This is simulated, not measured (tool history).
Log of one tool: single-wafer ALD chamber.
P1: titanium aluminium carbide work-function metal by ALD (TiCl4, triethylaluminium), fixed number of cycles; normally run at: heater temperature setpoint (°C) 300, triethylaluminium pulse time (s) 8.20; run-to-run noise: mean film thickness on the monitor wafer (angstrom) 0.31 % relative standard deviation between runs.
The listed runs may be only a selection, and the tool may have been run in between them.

| run | day | heater temperature setpoint (°C) | triethylaluminium pulse time (s) | hours since the last thermocouple change | hours since the last triethylaluminium bottle change | mean film thickness on the monitor wafer (angstrom) |
|---|---|---|---|---|---|---|
| 1 | 0.567 | 300 | 8.20 | 844.7 | 772.2 | 19.418 |
| 2 | 1.046 | 300 | 3.45 | 856.2 | 783.7 | 14.268 |
| 3 | 1.358 | 300 | 8.20 | 863.7 | 791.2 | 19.536 |
| 4 | 1.858 | 319 | 12.63 | 875.7 | 803.2 | 22.025 |
| 5 | 2.167 | 300 | 8.20 | 883.1 | 810.6 | 19.447 |
| 6 | 2.450 | 279 | 8.20 | 889.9 | 817.4 | 17.695 |
| 7 | 2.921 | 300 | 8.20 | 901.2 | 828.7 | 19.463 |
| 8 | 3.371 | 300 | 8.20 | 912.0 | 839.5 | 19.356 |
| 9 | 3.679 | 300 | 8.20 | 919.4 | 846.9 | 19.409 |
| 10 | 4.200 | 325 | 8.20 | 931.9 | 859.4 | 21.608 |
| 11 | 4.796 | 278 | 11.56 | 946.2 | 873.7 | 18.348 |
| 12 | 5.100 | 300 | 12.37 | 953.5 | 881.0 | 20.427 |
| 13 | 5.608 | 300 | 8.20 | 965.7 | 893.2 | 19.344 |
| 14 | 6.033 | 300 | 8.20 | 975.9 | 903.4 | 19.540 |
| 15 | 6.425 | 300 | 8.20 | 985.3 | 912.8 | 19.388 |
| 16 | 6.829 | 300 | 8.20 | 995.0 | 922.5 | 19.253 |
| 17 | 7.146 | 300 | 8.20 | 1002.6 | 930.1 | 19.249 |
| 18 | 7.717 | 300 | 8.20 | 1016.3 | 943.8 | 19.266 |
| 19 | 8.267 | 300 | 8.20 | 1029.5 | 957.0 | 19.112 |
| 20 | 8.812 | 300 | 8.20 | 1042.6 | 970.1 | 19.085 |
| 21 | 9.338 | 300 | 8.20 | 1055.2 | 982.7 | 19.185 |
| 22 | 9.796 | 300 | 8.20 | 1066.2 | 993.7 | 19.168 |
| 23 | 10.104 | 300 | 8.20 | 1073.6 | 1001.1 | 19.135 |
| 24 | 10.529 | 300 | 8.20 | 1083.8 | 1011.3 | 19.243 |
| 25 | 11.096 | 300 | 8.20 | 1097.4 | 1024.9 | 19.092 |

P1 has crept away from where it was. The log is fitted equally well by each of these 2 causes, at the sizes shown:
A: wafer temperature below the value expected at the setpoint (K) = 3.99
B: triethylaluminium dose below that of a fresh bottle (%) = 8.6
Creep in the process output first set in at about day 6.033.

4 check runs are offered, one wafer each, their results left as question marks. Which one tells the causes apart?
| check 1 | 11.662 | 320 | 8.20 |  |  | ? |
| check 2 | 11.662 | 284 | 8.20 |  |  | ? |
| check 3 | 11.662 | 322 | 3.51 |  |  | ? |
| check 4 | 11.662 | 318 | 8.20 |  |  | ? |

How each check would come out, cause by cause:
| check | result | if A | if B |
|---|---|---|---|
| check 1 | mean film thickness on the monitor wafer (angstrom) | 20.782 | 20.758 |
| check 2 | mean film thickness on the monitor wafer (angstrom) | 17.751 | 17.769 |
| check 3 | mean film thickness on the monitor wafer (angstrom) | 15.632 | 15.146 |
| check 4 | mean film thickness on the monitor wafer (angstrom) | 20.611 | 20.589 |
Gap, in per cent, between the two causes that each check separates least, read from the result that separates them most: check 1 0.12 %; check 2 0.1 %; check 3 3.15 %; check 4 0.11 %
The other checks would show nearly matching results whichever cause is true, so check 3 is the only one that separates the causes.

With check 3 done, the readings were: mean film thickness on the monitor wafer (angstrom) 15.121. Identify which of the listed causes applies.

It is B: triethylaluminium dose below that of a fresh bottle (%).
